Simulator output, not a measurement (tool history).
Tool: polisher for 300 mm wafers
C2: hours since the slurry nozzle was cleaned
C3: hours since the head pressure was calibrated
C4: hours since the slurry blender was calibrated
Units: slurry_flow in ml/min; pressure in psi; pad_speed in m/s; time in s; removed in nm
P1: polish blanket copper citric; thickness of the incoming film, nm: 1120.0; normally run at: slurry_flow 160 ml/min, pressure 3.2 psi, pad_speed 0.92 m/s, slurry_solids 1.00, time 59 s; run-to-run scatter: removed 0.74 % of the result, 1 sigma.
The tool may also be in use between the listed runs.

Run 1, hour 4.4: slurry_flow 160 ml/min, pressure 3.2 psi, pad_speed 0.92 m/s, slurry_solids 1.00, time 59 s; wafers polished on this pad 496; C2 110.8; C3 570.9; C4 155.1. Result: removed 162.430 nm.
Run 2, hour 9.3: slurry_flow 160 ml/min, pressure 1.6 psi, pad_speed 0.92 m/s, slurry_solids 1.00, time 59 s; wafers polished on this pad 547; C2 115.7; C3 575.8; C4 160.0. Result: removed 83.930 nm.
Run 3, hour 13.3: slurry_flow 160 ml/min, pressure 3.2 psi, pad_speed 0.92 m/s, slurry_solids 1.00, time 30 s; wafers polished on this pad 588; C2 119.7; C3 579.8; C4 164.0. Result: removed 82.238 nm.
Run 4, hour 16.5: slurry_flow 160 ml/min, pressure 3.2 psi, pad_speed 1.20 m/s, slurry_solids 1.00, time 75 s; wafers polished on this pad 621; C2 122.9; C3 583.0; C4 167.2. Result: removed 268.450 nm.
Run 5, hour 22.1: slurry_flow 160 ml/min, pressure 3.2 psi, pad_speed 0.92 m/s, slurry_solids 1.35, time 59 s; wafers polished on this pad 679; C2 128.5; C3 588.6; C4 172.8. Result: removed 171.710 nm.
Run 6, hour 25.9: slurry_flow 160 ml/min, pressure 4.5 psi, pad_speed 0.92 m/s, slurry_solids 1.00, time 59 s; wafers polished on this pad 718; C2 132.3; C3 592.4; C4 176.6. Result: removed 226.160 nm.
Run 7, hour 31.3: slurry_flow 160 ml/min, pressure 3.2 psi, pad_speed 0.92 m/s, slurry_solids 1.00, time 90 s; wafers polished on this pad 773; C2 137.7; C3 597.8; C4 182.0. Result: removed 243.070 nm.
Run 8, hour 36.6: slurry_flow 160 ml/min, pressure 4.9 psi, pad_speed 0.92 m/s, slurry_solids 0.70, time 59 s; wafers polished on this pad 828; C2 143.0; C3 603.1; C4 187.3. Result: removed 227.960 nm.
Run 9, hour 42.8: slurry_flow 160 ml/min, pressure 3.2 psi, pad_speed 1.26 m/s, slurry_solids 1.00, time 59 s; wafers polished on this pad 892; C2 149.2; C3 609.3; C4 193.5. Result: removed 221.270 nm.
Run 10, hour 48.8: slurry_flow 160 ml/min, pressure 3.2 psi, pad_speed 0.92 m/s, slurry_solids 1.00, time 59 s; wafers polished on this pad 954; C2 155.2; C3 615.3; C4 199.5. Result: removed 161.140 nm.
Run 11, hour 51.8: slurry_flow 160 ml/min, pressure 3.2 psi, pad_speed 0.92 m/s, slurry_solids 1.00, time 59 s; wafers polished on this pad 985; C2 158.2; C3 618.3; C4 202.5. Result: removed 161.330 nm.
Run 12, hour 56.0: slurry_flow 160 ml/min, pressure 3.2 psi, pad_speed 0.92 m/s, slurry_solids 0.80, time 59 s; wafers polished on this pad 1028; C2 162.4; C3 622.5; C4 206.7. Result: removed 151.400 nm.
Run 13, hour 58.9: slurry_flow 160 ml/min, pressure 3.2 psi, pad_speed 0.92 m/s, slurry_solids 1.00, time 59 s; wafers polished on this pad 1058; C2 165.3; C3 625.4; C4 209.6. Result: removed 159.940 nm.

The next listed run, before its measurement:
Run 14, hour 63.7: slurry_flow 160 ml/min, pressure 3.2 psi, pad_speed 0.92 m/s, slurry_solids 1.00, time 59 s; wafers polished on this pad 1107; C2 170.1; C3 630.2; C4 214.4. Result: removed ?.

Run 14 gave removed 160.390 nm.
